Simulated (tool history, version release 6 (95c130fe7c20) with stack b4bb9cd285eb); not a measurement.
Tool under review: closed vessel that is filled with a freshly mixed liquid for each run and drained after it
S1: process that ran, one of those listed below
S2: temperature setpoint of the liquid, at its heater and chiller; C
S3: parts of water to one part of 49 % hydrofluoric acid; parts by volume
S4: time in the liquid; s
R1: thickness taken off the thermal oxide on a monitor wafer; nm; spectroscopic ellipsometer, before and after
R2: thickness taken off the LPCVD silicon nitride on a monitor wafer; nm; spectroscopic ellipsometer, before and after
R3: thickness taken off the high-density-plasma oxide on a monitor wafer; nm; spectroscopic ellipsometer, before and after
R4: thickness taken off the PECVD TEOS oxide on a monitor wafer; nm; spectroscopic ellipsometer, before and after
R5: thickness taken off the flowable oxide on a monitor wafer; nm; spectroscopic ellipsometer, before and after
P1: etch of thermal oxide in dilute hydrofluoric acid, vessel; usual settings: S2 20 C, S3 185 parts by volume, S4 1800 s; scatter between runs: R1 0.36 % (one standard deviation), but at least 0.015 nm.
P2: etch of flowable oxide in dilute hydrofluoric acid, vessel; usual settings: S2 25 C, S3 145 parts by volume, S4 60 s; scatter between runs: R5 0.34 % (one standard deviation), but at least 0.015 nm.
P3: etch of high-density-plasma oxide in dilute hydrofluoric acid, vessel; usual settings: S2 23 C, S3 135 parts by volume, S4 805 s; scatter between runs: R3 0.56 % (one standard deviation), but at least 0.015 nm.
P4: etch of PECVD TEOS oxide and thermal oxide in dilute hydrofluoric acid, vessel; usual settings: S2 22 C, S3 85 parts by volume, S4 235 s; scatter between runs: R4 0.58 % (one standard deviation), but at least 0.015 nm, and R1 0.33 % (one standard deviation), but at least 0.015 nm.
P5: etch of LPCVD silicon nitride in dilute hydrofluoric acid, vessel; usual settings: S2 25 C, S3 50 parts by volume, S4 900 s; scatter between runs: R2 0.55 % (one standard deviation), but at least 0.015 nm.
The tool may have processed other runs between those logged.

{"run": 1, "hour": 2.5, "S1": "P1", "S2": 20, "S3": 185, "S4": 1800, "R1": 38.664}
{"run": 2, "hour": 6.0, "S1": "P1", "S2": 20, "S3": 185, "S4": 3310, "R1": 70.687}
{"run": 3, "hour": 9.6, "S1": "P1", "S2": 20, "S3": 185, "S4": 490, "R1": 10.458}
{"run": 4, "hour": 14.8, "S1": "P1", "S2": 20, "S3": 185, "S4": 1800, "R1": 38.623}
{"run": 5, "hour": 20.4, "S1": "P5", "S2": 29.5, "S3": 50, "S4": 900, "R2": 11.925}
{"run": 6, "hour": 24.1, "S1": "P1", "S2": 20, "S3": 185, "S4": 1800, "R1": 38.552}
{"run": 7, "hour": 27.6, "S1": "P5", "S2": 25, "S3": 50, "S4": 1340, "R2": 13.218}
{"run": 8, "hour": 32.9, "S1": "P5", "S2": 25, "S3": 75, "S4": 900, "R2": 5.9906}
{"run": 9, "hour": 37.3, "S1": "P3", "S2": 23, "S3": 135, "S4": 1595, "R3": 55.078}
{"run": 10, "hour": 42.9, "S1": "P1", "S2": 20, "S3": 185, "S4": 1800, "R1": 38.433}
{"run": 11, "hour": 45.7, "S1": "P3", "S2": 23, "S3": 135, "S4": 805, "R3": 28.109}
{"run": 12, "hour": 50.3, "S1": "P1", "S2": 20, "S3": 185, "S4": 1800, "R1": 38.406}
{"run": 13, "hour": 53.9, "S1": "P1", "S2": 20, "S3": 35, "S4": 1800, "R1": 239.33}
{"run": 14, "hour": 58.2, "S1": "P1", "S2": 17, "S3": 185, "S4": 1800, "R1": 34.165}
{"run": 15, "hour": 61.4, "S1": "P4", "S2": 28.5, "S3": 85, "S4": 235, "R1": 16.677, "R4": 28.759}
{"run": 16, "hour": 66.7, "S1": "P3", "S2": 23, "S3": 60, "S4": 805, "R3": 68.83}
{"run": 17, "hour": 71.4, "S1": "P1", "S2": 24.5, "S3": 185, "S4": 1800, "R1": 45.949}
{"run": 18, "hour": 75.7, "S1": "P5", "S2": 25, "S3": 50, "S4": 900, "R2": 8.8045}
{"run": 19, "hour": 81.0, "S1": "P1", "S2": 20, "S3": 265, "S4": 1800, "R1": 24.962}
{"run": 20, "hour": 85.2, "S1": "P1", "S2": 17, "S3": 275, "S4": 1800, "R1": 21.197}
{"run": 21, "hour": 88.2, "S1": "P4", "S2": 22, "S3": 85, "S4": 235, "R1": 12.806, "R4": 22.21}
{"run": 22, "hour": 93.1, "S1": "P3", "S2": 29.5, "S3": 135, "S4": 805, "R3": 35.927}
{"run": 23, "hour": 95.7, "S1": "P2", "S2": 25, "S3": 145, "S4": 60, "R5": 11.95}
{"run": 24, "hour": 100.4, "S1": "P4", "S2": 22, "S3": 50, "S4": 235, "R1": 22.74, "R4": 38.602}
{"run": 25, "hour": 104.6, "S1": "P2", "S2": 25, "S3": 145, "S4": 90, "R5": 17.993}
{"run": 26, "hour": 107.4, "S1": "P5", "S2": 25, "S3": 50, "S4": 900, "R2": 8.8026}
{"run": 27, "hour": 110.9, "S1": "P2", "S2": 25, "S3": 55, "S4": 60, "R5": 35.217}
{"hour": 111.8, "done": "hydrofluoric acid flow meter replaced"}
{"run": 28, "hour": 116.3, "S1": "P2", "S2": 32.5, "S3": 145, "S4": 60, "R5": 15.832}
{"run": 29, "hour": 119.3, "S1": "P2", "S2": 25, "S3": 145, "S4": 60, "R5": 11.908}
{"run": 30, "hour": 124.4, "S1": "P4", "S2": 22, "S3": 85, "S4": 30, "R1": 1.66, "R4": 2.8182}
{"run": 31, "hour": 128.3, "S1": "P1", "S2": 20, "S3": 185, "S4": 1800, "R1": 38.404}
{"run": 32, "hour": 130.8, "S1": "P1", "S2": 20, "S3": 185, "S4": 1800, "R1": 38.306}
{"run": 33, "hour": 134.3, "S1": "P1", "S2": 20, "S3": 185, "S4": 1800, "R1": 37.502}
{"run": 34, "hour": 138.7, "S1": "P1", "S2": 20, "S3": 185, "S4": 1800, "R1": 37.03}
{"run": 35, "hour": 141.2, "S1": "P1", "S2": 20, "S3": 185, "S4": 1800, "R1": 36.945}
{"run": 36, "hour": 144.8, "S1": "P1", "S2": 20, "S3": 185, "S4": 1800, "R1": 36.655}
{"run": 37, "hour": 150.1, "S1": "P1", "S2": 20, "S3": 185, "S4": 1800, "R1": 36.404}
{"run": 38, "hour": 155.6, "S1": "P1", "S2": 20, "S3": 185, "S4": 1800, "R1": 36.276}
{"run": 39, "hour": 161.3, "S1": "P1", "S2": 20, "S3": 185, "S4": 1800, "R1": 36.364}
{"run": 40, "hour": 165.8, "S1": "P1", "S2": 20, "S3": 185, "S4": 1800, "R1": 36.093}
{"run": 41, "hour": 170.4, "S1": "P1", "S2": 20, "S3": 185, "S4": 1800, "R1": 36.244}

What P1 gives has crept away from where it was. These 2 causes fit the log equally well, each at the size given:
A: hydrofluoric acid flow below the setpoint (%) = 5.1
B: liquid colder than its thermometer reads (K) = 1.59
Creep in the process output first set in at about hour 128.3.

Which of the 4 check runs listed below separates the causes, so that each cause would produce a clearly different result? Each run uses one wafer, and its results are marked with question marks.
{"run": "check 1", "hour": 175.0, "S1": "P2", "S2": 31.5, "S3": 145, "S4": 60, "R5": "?"}
{"run": "check 2", "hour": 175.0, "S1": "P5", "S2": 25, "S3": 50, "S4": 1315, "R2": "?"}
{"run": "check 3", "hour": 175.0, "S1": "P3", "S2": 23, "S3": 90, "S4": 805, "R3": "?"}
{"run": "check 4", "hour": 175.0, "S1": "P4", "S2": 25.5, "S3": 85, "S4": 235, "R1": "?", "R4": "?"}

Outcome of each check run for each possible cause:
check=check_1 result=R5 if_A=14.283 if_B=14.368
check=check_2 result=R2 if_A=12.235 if_B=11.573
check=check_3 result=R3 if_A=41.576 if_B=41.319
check=check_4 result=R1 if_A=13.952 if_B=13.883
check=check_4 result=R4 if_A=24.007 if_B=23.887
Separation of the two closest causes in each check, using whichever result separates them best: check 1 0.59 %; check 2 5.57 %; check 3 0.62 %; check 4 0.5 %
Only check 2 tells the causes apart: in the others they would give nearly the same result.

With check 2 done, the readings were: R2 12.239 nm. Identify which of the listed causes applies.

It was cause A: hydrofluoric acid flow below the setpoint (%).
